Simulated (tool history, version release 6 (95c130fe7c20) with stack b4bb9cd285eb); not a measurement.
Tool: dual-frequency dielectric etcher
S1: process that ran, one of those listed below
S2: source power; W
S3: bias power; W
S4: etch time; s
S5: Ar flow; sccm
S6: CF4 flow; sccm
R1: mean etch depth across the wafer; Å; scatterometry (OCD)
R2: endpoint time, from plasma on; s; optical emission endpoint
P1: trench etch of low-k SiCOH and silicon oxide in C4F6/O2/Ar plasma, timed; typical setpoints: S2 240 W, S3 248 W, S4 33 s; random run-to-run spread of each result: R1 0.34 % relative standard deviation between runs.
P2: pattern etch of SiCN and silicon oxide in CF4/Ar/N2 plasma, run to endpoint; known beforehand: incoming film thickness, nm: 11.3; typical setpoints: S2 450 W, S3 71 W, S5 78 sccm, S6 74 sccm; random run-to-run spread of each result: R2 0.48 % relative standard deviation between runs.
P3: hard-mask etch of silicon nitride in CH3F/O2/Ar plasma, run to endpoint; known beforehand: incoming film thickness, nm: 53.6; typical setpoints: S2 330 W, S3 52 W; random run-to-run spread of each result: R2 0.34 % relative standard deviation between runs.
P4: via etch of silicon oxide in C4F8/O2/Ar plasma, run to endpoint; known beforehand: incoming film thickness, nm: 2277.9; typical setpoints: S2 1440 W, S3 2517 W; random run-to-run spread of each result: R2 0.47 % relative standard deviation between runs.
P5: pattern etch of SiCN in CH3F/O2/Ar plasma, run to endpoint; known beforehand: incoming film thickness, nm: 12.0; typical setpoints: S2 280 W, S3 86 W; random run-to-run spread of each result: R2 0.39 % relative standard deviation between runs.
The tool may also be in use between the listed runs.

run,hour,S1,S2,S3,S4,S5,S6,R1,R2
1,7.2,P1,240,248,33,,,962.81,
2,13.5,P1,240,248,33,,,955.38,
3,19.8,P5,380,86,,,,,30.567
4,23.4,P1,160,248,33,,,826.11,
5,27.3,P1,240,248,33,,,958.69,
6,31.8,P1,240,248,33,,,963.00,
7,35.2,P5,280,86,,,,,34.167
8,42.4,P3,330,42,,,,,99.763
9,47.0,P5,280,122,,,,,30.081
10,50.2,P2,450,71,,78,74,,12.659
11,56.4,P4,1440,2517,,,,,475.570
12,60.7,P1,240,248,46,,,1340.10,
13,65.2,P1,240,301,33,,,1029.80,
14,72.0,P1,240,248,33,,,960.99,
15,76.1,P2,450,99,,78,74,,11.330
# hour 81.2: wet clean of the chamber
16,82.1,P4,1440,3346,,,,,431.840
17,88.8,P4,1440,2517,,,,,472.240
18,95.5,P1,240,248,22,,,641.45,
19,100.3,P3,330,52,,,,,92.695
20,104.8,P1,310,316,33,,,1155.10,
21,112.0,P1,240,174,33,,,852.09,
22,117.9,P2,330,71,,78,74,,16.737
23,121.5,P1,330,248,33,,,1082.30,
24,126.3,P4,2020,2517,,,,,414.910
25,133.5,P2,450,71,,78,74,,12.675
26,138.3,P1,240,248,33,,,962.11,
27,143.3,P2,450,71,,78,55,,13.272
# hour 148.7: bias power generator calibrated
28,149.5,P1,240,248,33,,,955.53,
29,153.3,P3,260,52,,,,,101.900
30,159.8,P2,450,71,,54,74,,12.068
31,166.6,P1,240,248,33,,,958.65,
32,170.7,P1,240,248,33,,,970.09,
33,175.9,P1,240,248,33,,,967.34,
34,181.5,P1,240,248,33,,,970.31,
35,187.8,P1,240,248,33,,,974.66,
36,194.5,P1,240,248,33,,,972.34,
37,198.5,P1,240,248,33,,,980.31,
38,203.8,P1,240,248,33,,,975.79,
# hour 205.4: wet clean of the chamber
39,211.1,P1,240,248,33,,,974.50,
40,215.3,P1,240,248,33,,,975.25,
41,218.8,P1,240,248,33,,,974.57,
42,225.5,P1,240,248,33,,,973.39,

The output of P1 has drifted from where it used to be. Each of the 2 causes below, taken at the size shown beside it, accounts for the log equally well:
A: bias power that arrives over what is set, % = 4.98
B: source power that arrives over what is set, % = 4.59
The gradual shift began around hour 166.6.
What rules out each remaining cause:
chamber walls in a state that raises the etch rate, %: serviced at hour 205.4, after the drift had started, without restoring the earlier output

4 check runs are offered, each on 2 wafers whose results are averaged, their results left as question marks. Which one tells the causes apart?
check 1,232.2,P2,450,71,,78,74,,?
check 2,232.2,P4,1440,2517,,,,,?
check 3,232.2,P3,330,52,,,,,?
check 4,232.2,P5,280,86,,,,,?

What each check would give under each cause:
check,result,if A,if B
check 1,R2,12.510,12.212
check 2,R2,466.580,465.380
check 3,R2,91.674,91.528
check 4,R2,33.601,33.660
Per-check spread between the two closest causes, in the result where they differ most: check 1 2.41 %; check 2 0.26 %; check 3 0.16 %; check 4 0.17 %
Check 1 tells the causes apart: in the others they would give nearly the same result.

Running check 1 produced the following: R2 12.214 s. Which one of the listed causes fits?

B is the cause: source power that arrives over what is set, %.

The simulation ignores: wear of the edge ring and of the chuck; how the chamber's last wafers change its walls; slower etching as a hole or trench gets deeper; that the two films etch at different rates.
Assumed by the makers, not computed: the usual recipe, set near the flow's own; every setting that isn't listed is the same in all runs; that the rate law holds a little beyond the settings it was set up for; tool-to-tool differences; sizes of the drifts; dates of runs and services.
